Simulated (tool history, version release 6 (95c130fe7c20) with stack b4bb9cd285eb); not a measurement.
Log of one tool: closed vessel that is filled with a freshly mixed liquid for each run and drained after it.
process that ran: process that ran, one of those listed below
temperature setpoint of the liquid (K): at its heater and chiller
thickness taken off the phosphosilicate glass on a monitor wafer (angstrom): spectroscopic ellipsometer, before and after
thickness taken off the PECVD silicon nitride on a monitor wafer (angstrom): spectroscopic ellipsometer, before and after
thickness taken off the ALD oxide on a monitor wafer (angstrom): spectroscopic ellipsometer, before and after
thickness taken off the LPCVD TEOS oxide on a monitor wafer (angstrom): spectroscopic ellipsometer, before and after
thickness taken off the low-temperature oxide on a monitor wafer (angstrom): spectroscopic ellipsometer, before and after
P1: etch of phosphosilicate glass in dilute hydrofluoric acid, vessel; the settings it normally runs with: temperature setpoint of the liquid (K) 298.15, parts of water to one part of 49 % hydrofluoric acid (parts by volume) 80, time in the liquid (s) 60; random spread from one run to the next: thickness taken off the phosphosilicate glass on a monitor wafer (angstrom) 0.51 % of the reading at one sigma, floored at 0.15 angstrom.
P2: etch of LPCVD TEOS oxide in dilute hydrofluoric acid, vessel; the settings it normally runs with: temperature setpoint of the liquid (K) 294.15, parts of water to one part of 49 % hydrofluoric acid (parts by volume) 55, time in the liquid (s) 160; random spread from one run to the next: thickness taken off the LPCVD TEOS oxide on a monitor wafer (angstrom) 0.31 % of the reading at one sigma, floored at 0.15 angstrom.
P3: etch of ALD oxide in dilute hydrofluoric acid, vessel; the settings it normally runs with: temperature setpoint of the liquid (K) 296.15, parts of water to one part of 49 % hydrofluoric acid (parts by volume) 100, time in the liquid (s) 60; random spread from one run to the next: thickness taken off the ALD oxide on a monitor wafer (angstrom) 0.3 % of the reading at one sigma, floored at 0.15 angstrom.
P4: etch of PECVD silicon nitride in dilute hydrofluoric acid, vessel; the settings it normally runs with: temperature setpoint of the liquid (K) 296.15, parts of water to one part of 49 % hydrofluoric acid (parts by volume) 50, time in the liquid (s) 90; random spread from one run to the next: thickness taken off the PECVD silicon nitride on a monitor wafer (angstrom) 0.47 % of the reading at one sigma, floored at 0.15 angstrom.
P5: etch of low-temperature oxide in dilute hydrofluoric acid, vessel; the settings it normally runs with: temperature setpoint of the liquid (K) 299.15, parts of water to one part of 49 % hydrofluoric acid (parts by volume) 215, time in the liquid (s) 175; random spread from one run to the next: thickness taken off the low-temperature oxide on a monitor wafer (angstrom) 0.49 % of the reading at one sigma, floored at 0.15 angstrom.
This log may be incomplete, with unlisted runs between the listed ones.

run   hour  process that ran  temperature setpoint of the liquid (K)  parts of water to one part of 49 % hydrofluoric acid (parts by volume)  time in the liquid (s)  hours since the thermometer was replaced  hours since the hydrofluoric acid flow meter was replaced  thickness taken off the phosphosilicate glass on a monitor wafer (angstrom)  thickness taken off the PECVD silicon nitride on a monitor wafer (angstrom)  thickness taken off the ALD oxide on a monitor wafer (angstrom)  thickness taken off the LPCVD TEOS oxide on a monitor wafer (angstrom)  thickness taken off the low-temperature oxide on a monitor wafer (angstrom)
  1    9.1                P1                                  298.15                                                                      80                      60                                     364.2                                                     1298.7                                                                       602.17
  2   20.6                P1                                  298.15                                                                      80                      60                                     375.7                                                     1310.2                                                                       607.51
  3   28.2                P4                                  296.15                                                                      80                      90                                     383.3                                                     1317.8                                                                                                                                                    53.371
  4   39.1                P1                                  298.15                                                                     130                      60                                     394.2                                                     1328.7                                                                       350.01
  5   50.7                P1                                  305.65                                                                      80                      60                                     405.8                                                     1340.3                                                                       817.39
  6   59.8                P3                                  296.15                                                                     100                      30                                     414.9                                                     1349.4                                                                                                                                                                                                                     57.992
  7   68.4                P1                                  298.15                                                                      80                      60                                     423.5                                                       1358                                                                       598.96
  8   77.4                P2                                  294.15                                                                      20                     160                                     432.5                                                       1367                                                                                                                                                                                                                                                                                             1280.5
  9   88.1                P4                                  290.15                                                                      50                      90                                     443.2                                                     1377.7                                                                                                                                                    56.003
 10   99.3                P3                                  296.15                                                                     100                      60                                     454.4                                                     1388.9                                                                                                                                                                                                                     116.23
     110.8  -- hydrofluoric acid flow meter replaced
 11  111.2                P2                                  294.15                                                                      55                     160                                     466.3                                                        0.4                                                                                                                                                                                                                                                                                             447.47
 12  121.7                P1                                  293.15                                                                      80                      60                                     476.8                                                       10.9                                                                       493.92
 13  133.6                P1                                  298.15                                                                      40                      60                                     488.7                                                       22.8                                                                       1269.1
 14  145.3                P5                                  299.15                                                                     215                      65                                     500.4                                                       34.5                                                                                                                                                                                                                                                                                                                                                                          45.322
 15  152.5                P5                                  299.15                                                                      30                     175                                     507.6                                                       41.7                                                                                                                                                                                                                                                                                                                                                                          1090.5
 16  164.7                P3                                  296.15                                                                     100                      60                                     519.8                                                       53.9                                                                                                                                                                                                                     116.68
 17    174                P5                                  299.15                                                                     215                     175                                     529.1                                                       63.2                                                                                                                                                                                                                                                                                                                                                                          120.73
 18  186.9                P3                                  296.15                                                                     165                      60                                       542                                                       76.1                                                                                                                                                                                                                     65.418
 19  198.6                P4                                  296.15                                                                      50                      30                                     553.7                                                       87.8                                                                                                                                                    28.325
 20    210                P2                                  294.15                                                                      55                      30                                     565.1                                                       99.2                                                                                                                                                                                                                                                                                             83.667

Run 21, settings as shown, results not yet in. Your forecast:
 21  220.5                P1                                  298.15                                                                      80                      60                                     575.6                                                      109.7                                                                            ?

Logged for run 21: thickness taken off the phosphosilicate glass on a monitor wafer (angstrom) 602.46.

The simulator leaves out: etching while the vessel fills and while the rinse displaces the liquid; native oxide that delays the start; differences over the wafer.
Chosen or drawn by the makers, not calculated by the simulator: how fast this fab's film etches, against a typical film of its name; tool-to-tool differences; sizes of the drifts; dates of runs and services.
